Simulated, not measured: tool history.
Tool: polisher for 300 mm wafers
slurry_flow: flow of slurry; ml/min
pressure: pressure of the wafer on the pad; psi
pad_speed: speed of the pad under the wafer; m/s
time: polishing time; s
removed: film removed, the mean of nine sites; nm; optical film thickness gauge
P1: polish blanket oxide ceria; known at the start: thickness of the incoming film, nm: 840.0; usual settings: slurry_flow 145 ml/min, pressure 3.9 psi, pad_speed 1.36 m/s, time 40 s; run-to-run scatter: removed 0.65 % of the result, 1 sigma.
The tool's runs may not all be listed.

run 1 hour=12.3 | slurry_flow=145 pressure=3.9 pad_speed=1.36 time=40 | removed=271.52
run 2 hour=23.5 | slurry_flow=145 pressure=3.9 pad_speed=1.36 time=22 | removed=150.1
run 3 hour=31.1 | slurry_flow=145 pressure=3.9 pad_speed=1.36 time=51 | removed=346.68
run 4 hour=39 | slurry_flow=145 pressure=2.1 pad_speed=1.36 time=40 | removed=148.09
run 5 hour=45.7 | slurry_flow=145 pressure=3.9 pad_speed=1.36 time=40 | removed=269.62
run 6 hour=58.3 | slurry_flow=90 pressure=3.9 pad_speed=1.36 time=40 | removed=244.95
run 7 hour=69.2 | slurry_flow=210 pressure=3.9 pad_speed=1.36 time=40 | removed=287.57
run 8 hour=80.2 | slurry_flow=145 pressure=3.9 pad_speed=1.36 time=40 | removed=273.29
run 9 hour=93.8 | slurry_flow=145 pressure=3.9 pad_speed=2.1 time=40 | removed=419.19
run 10 hour=101.5 | slurry_flow=145 pressure=4.8 pad_speed=1.02 time=40 | removed=248.94
run 11 hour=114.5 | slurry_flow=145 pressure=3.9 pad_speed=0.62 time=40 | removed=123.84
run 12 hour=125.1 | slurry_flow=145 pressure=3.9 pad_speed=1.36 time=40 | removed=273.81
run 13 hour=137.5 | slurry_flow=145 pressure=3.9 pad_speed=0.94 time=59 | removed=276.36
run 14 hour=150.1 | slurry_flow=145 pressure=3.9 pad_speed=1.36 time=40 | removed=272.24
run 15 hour=158.9 | slurry_flow=145 pressure=3.9 pad_speed=1.36 time=40 | removed=271.58
-- hour=166.3 worn pad replaced by a new one
run 16 hour=172.7 | slurry_flow=145 pressure=5.1 pad_speed=1.36 time=40 | removed=354.59
run 17 hour=185.2 | slurry_flow=145 pressure=3.9 pad_speed=1.36 time=40 | removed=271.5
run 18 hour=198.7 | slurry_flow=145 pressure=3.9 pad_speed=1.36 time=40 | removed=263.52
run 19 hour=207.5 | slurry_flow=145 pressure=3.9 pad_speed=1.36 time=40 | removed=258.33
run 20 hour=215.5 | slurry_flow=145 pressure=3.9 pad_speed=1.36 time=40 | removed=254.21
run 21 hour=222.7 | slurry_flow=145 pressure=3.9 pad_speed=1.36 time=40 | removed=252.13
run 22 hour=230.5 | slurry_flow=145 pressure=3.9 pad_speed=1.36 time=40 | removed=253.86
run 23 hour=237 | slurry_flow=145 pressure=3.9 pad_speed=1.36 time=40 | removed=252.34
-- hour=237.1 worn pad replaced by a new one
run 24 hour=250.6 | slurry_flow=145 pressure=3.9 pad_speed=1.36 time=40 | removed=253.57
run 25 hour=264.4 | slurry_flow=145 pressure=3.9 pad_speed=1.36 time=40 | removed=250.27
run 26 hour=271.5 | slurry_flow=145 pressure=3.9 pad_speed=1.36 time=40 | removed=248.63

What P1 gives has crept away from where it was. These 2 causes fit the log equally well, each at the size given:
A: head's pressure below its setpoint, % = 7.96
B: slurry flow missing at the pad, % = 32
The creep began at about hour 185.2.
Why every other cause is out:
removal rate lost through wear of the pad, %: serviced at hour 237.1, which brought nothing back

4 check runs are offered, each on 5 wafers whose results are averaged, their results left as question marks. Which one tells the causes apart?
run check 1 hour=278.6 | slurry_flow=145 pressure=2.4 pad_speed=1.36 time=40 | removed=?
run check 2 hour=278.6 | slurry_flow=145 pressure=3.9 pad_speed=1.9 time=40 | removed=?
run check 3 hour=278.6 | slurry_flow=145 pressure=3.9 pad_speed=2 time=40 | removed=?
run check 4 hour=278.6 | slurry_flow=210 pressure=3.9 pad_speed=1.36 time=40 | removed=?

What each check would give under each cause:
check=check_1 result=removed if_A=153.96 if_B=153.94
check=check_2 result=removed if_A=349.52 if_B=349.48
check=check_3 result=removed if_A=367.91 if_B=367.88
check=check_4 result=removed if_A=264.69 if_B=271.07
How far apart the two closest causes lie, in the result that separates them most: check 1 0.01 %; check 2 0.01 %; check 3 0.01 %; check 4 2.38 %
Only check 4 tells the causes apart: in the others they would give nearly the same result.

Then check 4 was run and gave: removed 264.81 nm. Which cause is it?

It is A: head's pressure below its setpoint, %.
